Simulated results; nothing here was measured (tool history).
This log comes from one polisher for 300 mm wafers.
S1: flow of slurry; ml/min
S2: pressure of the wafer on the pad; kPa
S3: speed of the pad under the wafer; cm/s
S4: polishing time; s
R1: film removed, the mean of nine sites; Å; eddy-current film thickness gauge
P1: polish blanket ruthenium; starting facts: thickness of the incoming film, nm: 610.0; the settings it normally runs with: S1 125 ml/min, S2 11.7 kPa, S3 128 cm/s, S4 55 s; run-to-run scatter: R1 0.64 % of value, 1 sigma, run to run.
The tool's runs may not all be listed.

Run 1, day 0.421: S1 125 ml/min, S2 11.7 kPa, S3 128 cm/s, S4 55 s. Result: R1 599.76 Å.
Run 2, day 0.929: S1 125 ml/min, S2 11.7 kPa, S3 128 cm/s, S4 55 s. Result: R1 599.13 Å.
Run 3, day 1.471: S1 125 ml/min, S2 11.7 kPa, S3 128 cm/s, S4 55 s. Result: R1 604.08 Å.
Run 4, day 1.829: S1 125 ml/min, S2 11.7 kPa, S3 128 cm/s, S4 55 s. Result: R1 603.20 Å.
Run 5, day 2.200: S1 125 ml/min, S2 11.7 kPa, S3 60 cm/s, S4 55 s. Result: R1 284.64 Å.
Run 6, day 2.608: S1 75 ml/min, S2 11.7 kPa, S3 128 cm/s, S4 55 s. Result: R1 527.29 Å.
Run 7, day 3.200: S1 125 ml/min, S2 5.5 kPa, S3 128 cm/s, S4 55 s. Result: R1 283.11 Å.
Run 8, day 3.796: S1 125 ml/min, S2 11.7 kPa, S3 128 cm/s, S4 55 s. Result: R1 599.41 Å.
Run 9, day 4.183: S1 125 ml/min, S2 11.7 kPa, S3 128 cm/s, S4 85 s. Result: R1 938.00 Å.
Run 10, day 4.604: S1 125 ml/min, S2 15.2 kPa, S3 72 cm/s, S4 55 s. Result: R1 437.03 Å.
Run 11, day 4.900: S1 125 ml/min, S2 11.7 kPa, S3 182 cm/s, S4 55 s. Result: R1 853.64 Å.
Run 12, day 5.425: S1 125 ml/min, S2 11.7 kPa, S3 128 cm/s, S4 55 s. Result: R1 610.33 Å.
Run 13, day 5.708: S1 180 ml/min, S2 11.7 kPa, S3 128 cm/s, S4 55 s. Result: R1 645.40 Å.
Run 14, day 6.238: S1 125 ml/min, S2 11.7 kPa, S3 128 cm/s, S4 25 s. Result: R1 272.15 Å.
Run 15, day 6.708: S1 125 ml/min, S2 11.7 kPa, S3 128 cm/s, S4 55 s. Result: R1 601.37 Å.
Run 16, day 7.238: S1 125 ml/min, S2 18.6 kPa, S3 128 cm/s, S4 55 s. Result: R1 951.44 Å.
Run 17, day 7.521: S1 125 ml/min, S2 11.7 kPa, S3 128 cm/s, S4 55 s. Result: R1 604.85 Å.
Run 18, day 7.946: S1 125 ml/min, S2 11.7 kPa, S3 128 cm/s, S4 55 s. Result: R1 586.11 Å.
Run 19, day 8.317: S1 125 ml/min, S2 11.7 kPa, S3 128 cm/s, S4 55 s. Result: R1 570.89 Å.
Run 20, day 8.892: S1 125 ml/min, S2 11.7 kPa, S3 128 cm/s, S4 55 s. Result: R1 560.00 Å.

Estimate the outcome of run 21 from the log above:
Run 21, day 9.483: S1 125 ml/min, S2 11.7 kPa, S3 128 cm/s, S4 55 s. Result: R1 ?.

Run 21 measured R1 545.61 Å.
